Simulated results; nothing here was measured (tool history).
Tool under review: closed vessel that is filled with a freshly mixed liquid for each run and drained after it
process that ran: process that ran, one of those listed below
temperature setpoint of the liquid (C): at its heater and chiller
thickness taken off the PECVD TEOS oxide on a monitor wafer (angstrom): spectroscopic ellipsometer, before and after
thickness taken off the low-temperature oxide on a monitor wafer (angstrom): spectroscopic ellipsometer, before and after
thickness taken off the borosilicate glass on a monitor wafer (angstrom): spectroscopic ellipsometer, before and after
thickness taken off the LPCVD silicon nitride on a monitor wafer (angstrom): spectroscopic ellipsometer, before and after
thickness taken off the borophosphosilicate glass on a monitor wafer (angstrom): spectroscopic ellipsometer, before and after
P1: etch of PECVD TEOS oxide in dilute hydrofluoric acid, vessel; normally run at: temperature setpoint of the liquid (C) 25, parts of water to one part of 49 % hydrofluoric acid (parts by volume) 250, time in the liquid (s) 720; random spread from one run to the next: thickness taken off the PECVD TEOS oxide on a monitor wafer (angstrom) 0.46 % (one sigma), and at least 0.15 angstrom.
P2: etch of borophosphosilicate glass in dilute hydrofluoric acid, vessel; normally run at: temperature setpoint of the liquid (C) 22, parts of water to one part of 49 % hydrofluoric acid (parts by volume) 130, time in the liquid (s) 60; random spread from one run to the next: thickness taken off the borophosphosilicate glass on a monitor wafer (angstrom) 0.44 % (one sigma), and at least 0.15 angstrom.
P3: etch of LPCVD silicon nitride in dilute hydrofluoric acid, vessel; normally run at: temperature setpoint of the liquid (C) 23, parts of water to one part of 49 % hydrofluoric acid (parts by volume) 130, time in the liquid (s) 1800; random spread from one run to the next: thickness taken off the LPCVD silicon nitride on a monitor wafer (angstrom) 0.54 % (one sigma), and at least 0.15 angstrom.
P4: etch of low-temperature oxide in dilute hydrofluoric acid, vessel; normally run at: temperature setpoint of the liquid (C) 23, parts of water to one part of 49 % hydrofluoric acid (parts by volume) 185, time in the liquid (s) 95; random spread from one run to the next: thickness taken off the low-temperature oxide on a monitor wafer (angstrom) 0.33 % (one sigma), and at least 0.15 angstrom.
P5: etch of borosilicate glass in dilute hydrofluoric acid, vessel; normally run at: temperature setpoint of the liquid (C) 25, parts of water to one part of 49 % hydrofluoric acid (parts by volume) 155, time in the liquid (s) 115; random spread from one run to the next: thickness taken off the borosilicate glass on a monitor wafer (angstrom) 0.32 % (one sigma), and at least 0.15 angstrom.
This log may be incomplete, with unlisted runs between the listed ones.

run,hour,process that ran,temperature setpoint of the liquid (C),parts of water to one part of 49 % hydrofluoric acid (parts by volume),time in the liquid (s),thickness taken off the PECVD TEOS oxide on a monitor wafer (angstrom),thickness taken off the low-temperature oxide on a monitor wafer (angstrom),thickness taken off the borosilicate glass on a monitor wafer (angstrom),thickness taken off the LPCVD silicon nitride on a monitor wafer (angstrom),thickness taken off the borophosphosilicate glass on a monitor wafer (angstrom)
1,5.1,P1,25,250,720,388.26,,,,
2,12.2,P4,23,35,95,,753.45,,,
3,18.8,P5,25,155,30,,,89.323,,
4,25.4,P1,32.5,250,720,499.64,,,,
5,33.4,P3,23,200,1800,,,,41.256,
6,43.3,P3,23,130,1800,,,,63.371,
7,50.9,P4,23,185,95,,119.01,,,
8,59.5,P5,25,155,115,,,344.47,,
9,68.6,P2,22,130,60,,,,,288.62
10,77.5,P1,25,250,720,385.22,,,,
11,87.5,P1,25,250,355,190.8,,,,
# hour 93.4: hydrofluoric acid flow meter replaced
12,96.5,P3,23,130,1800,,,,63.636,
13,106.2,P1,25,250,720,386.04,,,,
14,115.2,P1,25,250,1240,664.3,,,,
15,123.4,P3,23,130,2785,,,,99.09,
16,129.2,P2,27.5,130,60,,,,,362.42
17,136.6,P2,22,235,60,,,,,146.37
18,141.8,P4,23,185,30,,37.887,,,
19,148.2,P5,33.5,155,115,,,466.96,,
20,156.4,P2,22,130,115,,,,,557.11
21,164.6,P1,25,250,720,390.13,,,,
22,171.8,P3,19,130,1800,,,,48.952,
23,178.6,P1,20.5,250,720,330.53,,,,
24,184.8,P1,33,70,720,2321.9,,,,
25,193,P4,18,185,95,,98.313,,,
26,200.3,P1,21,370,720,203.5,,,,
27,206.6,P1,25,105,1170,1753.8,,,,
28,211.9,P2,22,130,60,,,,,293.67
29,218.2,P1,25,345,720,255.31,,,,
30,224.7,P4,23,185,95,,119.23,,,
31,231.2,P1,25,250,720,385.41,,,,
32,239.7,P1,25,250,720,386.35,,,,
33,247.2,P1,25,130,720,851.23,,,,
34,253.4,P5,25,155,115,,,343.58,,

Run 35 has not been measured yet. What should we expect?
35,260.7,P5,25,20,115,,,?,,

{"run 35": {"thickness taken off the borosilicate glass on a monitor wafer (angstrom)": 3158.5}}
